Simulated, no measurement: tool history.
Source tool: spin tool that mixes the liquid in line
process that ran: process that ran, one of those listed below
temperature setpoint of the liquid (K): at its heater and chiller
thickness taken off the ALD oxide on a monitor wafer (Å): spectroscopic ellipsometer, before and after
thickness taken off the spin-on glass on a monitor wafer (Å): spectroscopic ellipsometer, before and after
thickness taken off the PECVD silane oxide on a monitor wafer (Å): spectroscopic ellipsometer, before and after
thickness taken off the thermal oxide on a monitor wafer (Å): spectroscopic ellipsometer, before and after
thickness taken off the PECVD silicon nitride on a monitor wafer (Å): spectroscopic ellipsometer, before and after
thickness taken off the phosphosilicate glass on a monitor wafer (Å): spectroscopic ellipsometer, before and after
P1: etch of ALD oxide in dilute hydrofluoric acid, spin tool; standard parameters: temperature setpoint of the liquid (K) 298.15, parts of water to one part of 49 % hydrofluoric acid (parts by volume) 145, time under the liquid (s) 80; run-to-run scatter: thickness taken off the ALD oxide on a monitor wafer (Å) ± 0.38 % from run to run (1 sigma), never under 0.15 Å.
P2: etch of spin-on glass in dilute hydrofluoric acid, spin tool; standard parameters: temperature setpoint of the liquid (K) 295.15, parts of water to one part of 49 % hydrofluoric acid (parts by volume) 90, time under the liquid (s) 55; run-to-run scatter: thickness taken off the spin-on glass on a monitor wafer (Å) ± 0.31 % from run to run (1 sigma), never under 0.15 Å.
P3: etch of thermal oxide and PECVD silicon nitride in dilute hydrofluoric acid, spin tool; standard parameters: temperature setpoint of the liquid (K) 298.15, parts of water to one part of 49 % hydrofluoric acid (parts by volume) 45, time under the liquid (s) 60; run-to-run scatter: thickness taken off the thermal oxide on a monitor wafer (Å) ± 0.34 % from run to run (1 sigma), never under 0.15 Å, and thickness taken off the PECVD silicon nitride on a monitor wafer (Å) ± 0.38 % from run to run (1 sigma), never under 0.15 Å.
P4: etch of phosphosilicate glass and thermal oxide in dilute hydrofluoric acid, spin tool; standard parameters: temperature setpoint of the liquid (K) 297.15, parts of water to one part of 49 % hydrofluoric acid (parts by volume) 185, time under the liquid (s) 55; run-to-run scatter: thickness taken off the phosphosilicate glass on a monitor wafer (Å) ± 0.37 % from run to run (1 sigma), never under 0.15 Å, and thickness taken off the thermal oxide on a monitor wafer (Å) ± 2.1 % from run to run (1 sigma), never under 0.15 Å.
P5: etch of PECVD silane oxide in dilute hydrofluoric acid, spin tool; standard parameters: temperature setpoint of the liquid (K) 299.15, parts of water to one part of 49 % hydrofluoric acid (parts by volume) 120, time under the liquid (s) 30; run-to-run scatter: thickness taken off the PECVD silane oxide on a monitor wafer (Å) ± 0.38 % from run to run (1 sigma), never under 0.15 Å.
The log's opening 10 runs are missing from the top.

run,day,process that ran,temperature setpoint of the liquid (K),parts of water to one part of 49 % hydrofluoric acid (parts by volume),time under the liquid (s),hours since the thermometer was replaced,hours since the hydrofluoric acid flow meter was replaced,thickness taken off the ALD oxide on a monitor wafer (Å),thickness taken off the spin-on glass on a monitor wafer (Å),thickness taken off the PECVD silane oxide on a monitor wafer (Å),thickness taken off the thermal oxide on a monitor wafer (Å),thickness taken off the PECVD silicon nitride on a monitor wafer (Å),thickness taken off the phosphosilicate glass on a monitor wafer (Å)
11,1.583,P4,297.15,185,15,23.9,444.9,,,,3.502,,139.97
12,1.683,P5,292.15,120,30,26.3,447.3,,,100.8,,,
13,1.858,P1,302.15,240,80,30.5,451.5,33.005,,,,,
14,1.962,P1,298.15,145,80,33,454,52.956,,,,,
15,2.146,P4,297.15,295,55,37.4,458.4,,,,7.0245,,286.8
16,2.258,P4,302.15,185,55,40.1,461.1,,,,15.365,,615.07
17,2.425,P4,297.15,185,55,44.1,465.1,,,,12.802,,516.08
18,2.571,P1,298.15,145,80,47.6,468.6,52.83,,,,,
19,2.767,P3,298.15,45,60,52.3,473.3,,,,67.873,67.321,
20,2.921,P1,298.15,230,80,56,477,30.369,,,,,
21,3.108,P2,295.15,90,95,60.5,481.5,,402.01,,,,
22,3.204,P4,297.15,185,55,62.8,483.8,,,,12.34,,512.82
23,3.367,P1,306.65,145,80,66.7,487.7,72.825,,,,,
24,3.529,P3,298.15,80,60,70.6,491.6,,,,36.156,38.459,
25,3.612,P1,298.15,145,15,72.6,493.6,9.8878,,,,,
26,3.771,P3,293.65,45,60,76.4,497.4,,,,56.038,49.681,
27,3.933,P1,298.15,65,80,80.3,501.3,130.34,,,,,

The next listed run, before its measurement:
28,4.112,P2,301.65,90,55,84.6,505.6,,?,,,,

thickness taken off the spin-on glass on a monitor wafer (Å): 300.42
